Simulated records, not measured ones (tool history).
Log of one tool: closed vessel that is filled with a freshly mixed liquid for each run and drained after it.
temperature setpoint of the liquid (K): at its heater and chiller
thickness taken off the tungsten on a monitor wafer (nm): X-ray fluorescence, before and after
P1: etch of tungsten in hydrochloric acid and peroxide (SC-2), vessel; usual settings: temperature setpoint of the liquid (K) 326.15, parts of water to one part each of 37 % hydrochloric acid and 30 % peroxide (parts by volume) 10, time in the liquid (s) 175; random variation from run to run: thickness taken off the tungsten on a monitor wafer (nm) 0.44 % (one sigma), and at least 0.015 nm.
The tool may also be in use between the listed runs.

run   hour  temperature setpoint of the liquid (K)  parts of water to one part each of 37 % hydrochloric acid and 30 % peroxide (parts by volume)  time in the liquid (s)  hours since the thermometer was replaced  hours since the chemicals flow meter was replaced  hours since the drum of peroxide was connected  thickness taken off the tungsten on a monitor wafer (nm)
  1    4.9                                  326.15                                                                                             10                     175                                     978.9                                              856.4                                           530.8                                                    28.971
  2    9.1                                  326.15                                                                                              4                     175                                     983.1                                              860.6                                             535                                                    58.504
  3   11.9                                  310.65                                                                                             10                     175                                     985.9                                              863.4                                           537.8                                                    10.018
  4   17.2                                  326.15                                                                                           18.5                     175                                     991.2                                              868.7                                           543.1                                                    16.843
  5   21.2                                  326.15                                                                                             10                     175                                     995.2                                              872.7                                           547.1                                                    29.367
  6   24.8                                  316.65                                                                                            4.5                     175                                     998.8                                              876.3                                           550.7                                                    28.204
  7   30.3                                  326.15                                                                                             10                     345                                    1004.3                                              881.8                                           556.2                                                    57.356
  8   35.1                                  340.65                                                                                             10                     175                                    1009.1                                              886.6                                             561                                                    72.333
  9   41.4                                  326.15                                                                                             10                     175                                    1015.4                                              892.9                                           567.3                                                    29.141
 10   46.5                                  326.15                                                                                             10                     175                                    1020.5                                                898                                           572.4                                                    29.134
 11   49.7                                  326.15                                                                                             10                     175                                    1023.7                                              901.2                                           575.6                                                    28.999
 12   55.9                                  326.15                                                                                             10                     175                                    1029.9                                              907.4                                           581.8                                                      29.1
 13   61.3                                  326.15                                                                                             10                      30                                    1035.3                                              912.8                                           587.2                                                    4.9577
 14   65.5                                  326.15                                                                                             10                     175                                    1039.5                                                917                                           591.4                                                    29.183
 15     69                                  326.15                                                                                             10                     175                                      1043                                              920.5                                           594.9                                                    28.448
 16   75.2                                  326.15                                                                                             10                     175                                    1049.2                                              926.7                                           601.1                                                    27.483
 17   79.5                                  326.15                                                                                             10                     175                                    1053.5                                                931                                           605.4                                                    27.158
 18   85.4                                  326.15                                                                                             10                     175                                    1059.4                                              936.9                                           611.3                                                    26.794
 19   90.5                                  326.15                                                                                             10                     175                                    1064.5                                                942                                           616.4                                                    26.823
      95.2  -- new drum of peroxide connected
 20   95.9                                  326.15                                                                                             10                     175                                    1069.9                                              947.4                                             0.8                                                    26.723
 21  102.1                                  326.15                                                                                             10                     175                                    1076.1                                              953.6                                               7                                                    26.627
 22  106.7                                  326.15                                                                                             10                     175                                    1080.7                                              958.2                                            11.6                                                    26.726

What P1 gives has crept away from where it was. These 2 causes fit the log equally well, each at the size given:
A: chemicals flow below the setpoint (%) = 9.84
B: liquid colder than its thermometer reads (K) = 1.33
The creep began at about hour 65.5.
Why every other cause is out:
peroxide weaker than its label (%): serviced at hour 95.2, which brought nothing back

4 check runs are offered, each on 3 wafers whose results are averaged, their results left as question marks. Which one tells the causes apart?
check 1  111.3                                  326.15                                                                                             18                     320                                                                                                                                                                                                      ?
check 2  111.3                                  338.65                                                                                            6.5                     175                                                                                                                                                                                                      ?
check 3  111.3                                  317.65                                                                                              4                     175                                                                                                                                                                                                      ?
check 4  111.3                                  337.65                                                                                             10                     320                                                                                                                                                                                                      ?

What each check would give under each cause:
  check                                                    result    if A    if B
check 1  thickness taken off the tungsten on a monitor wafer (nm)  28.995  29.178
check 2  thickness taken off the tungsten on a monitor wafer (nm)  83.167  83.088
check 3  thickness taken off the tungsten on a monitor wafer (nm)  30.561    29.9
check 4  thickness taken off the tungsten on a monitor wafer (nm)  100.66  101.21
How far apart the two closest causes lie, in the result that separates them most: check 1 0.63 %; check 2 0.1 %; check 3 2.19 %; check 4 0.55 %
Only check 3 tells the causes apart: in the others they would give nearly the same result.

Then check 3 was run and gave: thickness taken off the tungsten on a monitor wafer (nm) 29.914. Which cause is it?

It is B: liquid colder than its thermometer reads (K).
